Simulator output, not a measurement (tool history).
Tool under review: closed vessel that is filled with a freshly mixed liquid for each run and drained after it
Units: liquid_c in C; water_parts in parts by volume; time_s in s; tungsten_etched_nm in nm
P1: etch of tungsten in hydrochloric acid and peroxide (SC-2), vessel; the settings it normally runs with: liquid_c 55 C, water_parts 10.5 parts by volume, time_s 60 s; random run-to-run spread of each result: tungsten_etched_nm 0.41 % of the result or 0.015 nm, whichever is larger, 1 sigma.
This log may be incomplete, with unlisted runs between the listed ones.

| run | day | liquid_c | water_parts | time_s | hours since the thermometer was replaced | hours since the chemicals flow meter was replaced | hours since the drum of peroxide was connected | tungsten_etched_nm |
|---|---|---|---|---|---|---|---|---|
| 1 | 0.250 | 55 | 10.5 | 60 | 514.2 | 1000.7 | 642.5 | 17.1670 |
| 2 | 0.517 | 55 | 10.5 | 60 | 520.6 | 1007.1 | 648.9 | 17.0620 |
| 3 | 0.762 | 55 | 10.5 | 60 | 526.5 | 1013.0 | 654.8 | 17.0930 |
| 4 | 0.938 | 55 | 7.0 | 30 | 530.7 | 1017.2 | 659.0 | 11.9180 |
| 5 | 1.138 | 55 | 10.5 | 60 | 535.5 | 1022.0 | 663.8 | 16.9310 |
| 6 | 1.379 | 42 | 10.5 | 60 | 541.3 | 1027.8 | 669.6 | 7.1224 |
| 7 | 1.633 | 55 | 10.5 | 115 | 547.4 | 1033.9 | 675.7 | 32.5830 |
| 8 | 1.875 | 55 | 14.5 | 60 | 553.2 | 1039.7 | 681.5 | 12.9820 |
|  | 1.950 | new drum of peroxide connected |
| 9 | 2.008 | 55 | 4.0 | 60 | 556.4 | 1042.9 | 1.4 | 35.4510 |
| 10 | 2.238 | 71 | 10.5 | 60 | 561.9 | 1048.4 | 6.9 | 45.6390 |
| 11 | 2.412 | 55 | 14.0 | 30 | 566.1 | 1052.6 | 11.1 | 6.6623 |
| 12 | 2.638 | 55 | 10.5 | 30 | 571.5 | 1058.0 | 16.5 | 8.5215 |

Estimate the outcome of run 13 from the log above:
| 13 | 2.896 | 55 | 10.5 | 60 | 577.7 | 1064.2 | 22.7 | ? |

{"run 13": {"tungsten_etched_nm": 17.206}}
